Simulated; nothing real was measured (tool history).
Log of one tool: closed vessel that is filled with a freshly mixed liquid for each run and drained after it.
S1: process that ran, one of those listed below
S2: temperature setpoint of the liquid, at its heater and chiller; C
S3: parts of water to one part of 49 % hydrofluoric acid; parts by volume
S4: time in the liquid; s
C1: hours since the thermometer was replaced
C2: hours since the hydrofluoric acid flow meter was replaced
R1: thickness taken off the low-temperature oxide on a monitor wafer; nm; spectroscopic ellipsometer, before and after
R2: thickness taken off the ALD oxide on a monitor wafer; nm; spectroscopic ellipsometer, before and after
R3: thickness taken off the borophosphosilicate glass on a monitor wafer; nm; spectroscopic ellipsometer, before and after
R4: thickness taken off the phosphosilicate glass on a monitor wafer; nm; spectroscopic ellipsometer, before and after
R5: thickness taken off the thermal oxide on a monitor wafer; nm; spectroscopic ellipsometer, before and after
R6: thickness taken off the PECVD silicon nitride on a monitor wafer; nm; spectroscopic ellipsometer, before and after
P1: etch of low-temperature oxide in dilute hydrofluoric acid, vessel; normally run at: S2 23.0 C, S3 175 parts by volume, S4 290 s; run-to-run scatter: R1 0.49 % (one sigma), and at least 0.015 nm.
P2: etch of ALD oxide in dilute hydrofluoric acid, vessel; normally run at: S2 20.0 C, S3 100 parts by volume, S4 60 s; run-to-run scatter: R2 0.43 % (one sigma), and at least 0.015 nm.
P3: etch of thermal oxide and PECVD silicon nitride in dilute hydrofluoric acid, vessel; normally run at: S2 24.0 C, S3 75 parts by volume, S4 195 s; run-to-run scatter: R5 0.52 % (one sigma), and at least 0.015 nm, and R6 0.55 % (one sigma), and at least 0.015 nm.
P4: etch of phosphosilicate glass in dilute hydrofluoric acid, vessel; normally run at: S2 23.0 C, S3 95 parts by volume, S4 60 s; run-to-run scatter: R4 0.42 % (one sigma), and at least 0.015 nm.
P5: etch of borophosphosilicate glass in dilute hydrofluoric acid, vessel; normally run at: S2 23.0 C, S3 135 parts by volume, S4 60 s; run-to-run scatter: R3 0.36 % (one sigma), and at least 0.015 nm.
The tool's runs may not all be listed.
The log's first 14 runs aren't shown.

| run | hour | S1 | S2 | S3 | S4 | C1 | C2 | R1 | R2 | R3 | R4 | R5 | R6 |
|---|---|---|---|---|---|---|---|---|---|---|---|---|---|
| 15 | 141.4 | P4 | 23.0 | 95 | 60 | 645.2 | 251.3 |  |  |  | 55.726 |  |  |
| 16 | 148.8 | P1 | 30.5 | 175 | 290 | 652.6 | 258.7 | 53.9310 |  |  |  |  |  |
| 17 | 161.9 | P2 | 20.0 | 175 | 60 | 665.7 | 271.8 |  | 3.8040 |  |  |  |  |
| 18 | 173.2 | P2 | 20.0 | 100 | 60 | 677.0 | 283.1 |  | 7.0175 |  |  |  |  |
| 19 | 181.4 | P2 | 28.0 | 100 | 60 | 685.2 | 291.3 |  | 9.7454 |  |  |  |  |
| 20 | 192.7 | P1 | 23.0 | 105 | 290 | 696.5 | 302.6 | 73.8750 |  |  |  |  |  |
| 21 | 206.5 | P1 | 23.0 | 175 | 290 | 710.3 | 316.4 | 40.6790 |  |  |  |  |  |
| 22 | 217.1 | P4 | 23.0 | 150 | 60 | 720.9 | 327.0 |  |  |  | 33.388 |  |  |
| 23 | 226.9 | P3 | 24.0 | 75 | 65 | 730.7 | 336.8 |  |  |  |  | 3.9711 | 2.1588 |
| 24 | 234.3 | P3 | 28.5 | 75 | 195 | 738.1 | 344.2 |  |  |  |  | 14.1890 | 8.7743 |
| 25 | 248.0 | P5 | 23.0 | 135 | 60 | 751.8 | 357.9 |  |  | 10.5420 |  |  |  |
| 26 | 260.4 | P4 | 30.5 | 95 | 60 | 764.2 | 370.3 |  |  |  | 74.511 |  |  |
| 27 | 267.1 | P5 | 23.0 | 50 | 60 | 770.9 | 377.0 |  |  | 31.5510 |  |  |  |
| 28 | 277.3 | P1 | 17.0 | 175 | 290 | 781.1 | 387.2 | 31.7840 |  |  |  |  |  |
| 29 | 286.2 | P1 | 23.0 | 175 | 290 | 790.0 | 396.1 | 40.6690 |  |  |  |  |  |
| 30 | 292.3 | P5 | 23.0 | 135 | 105 | 796.1 | 402.2 |  |  | 18.6160 |  |  |  |
| 31 | 299.1 | P5 | 23.0 | 135 | 60 | 802.9 | 409.0 |  |  | 10.5810 |  |  |  |
| 32 | 306.9 | P1 | 23.0 | 175 | 290 | 810.7 | 416.8 | 40.8470 |  |  |  |  |  |
| 33 | 314.3 | P1 | 23.0 | 175 | 290 | 818.1 | 424.2 | 39.6600 |  |  |  |  |  |
| 34 | 320.6 | P1 | 23.0 | 175 | 290 | 824.4 | 430.5 | 38.9110 |  |  |  |  |  |
| 35 | 329.1 | P1 | 23.0 | 175 | 290 | 832.9 | 439.0 | 38.5850 |  |  |  |  |  |
| 36 | 335.6 | P1 | 23.0 | 175 | 290 | 839.4 | 445.5 | 38.6890 |  |  |  |  |  |

Run 37 comes next. What will it give?
| 37 | 348.2 | P1 | 23.0 | 175 | 290 | 852.0 | 458.1 | ? |  |  |  |  |  |

Run 37 gave R1 37.9680 nm.

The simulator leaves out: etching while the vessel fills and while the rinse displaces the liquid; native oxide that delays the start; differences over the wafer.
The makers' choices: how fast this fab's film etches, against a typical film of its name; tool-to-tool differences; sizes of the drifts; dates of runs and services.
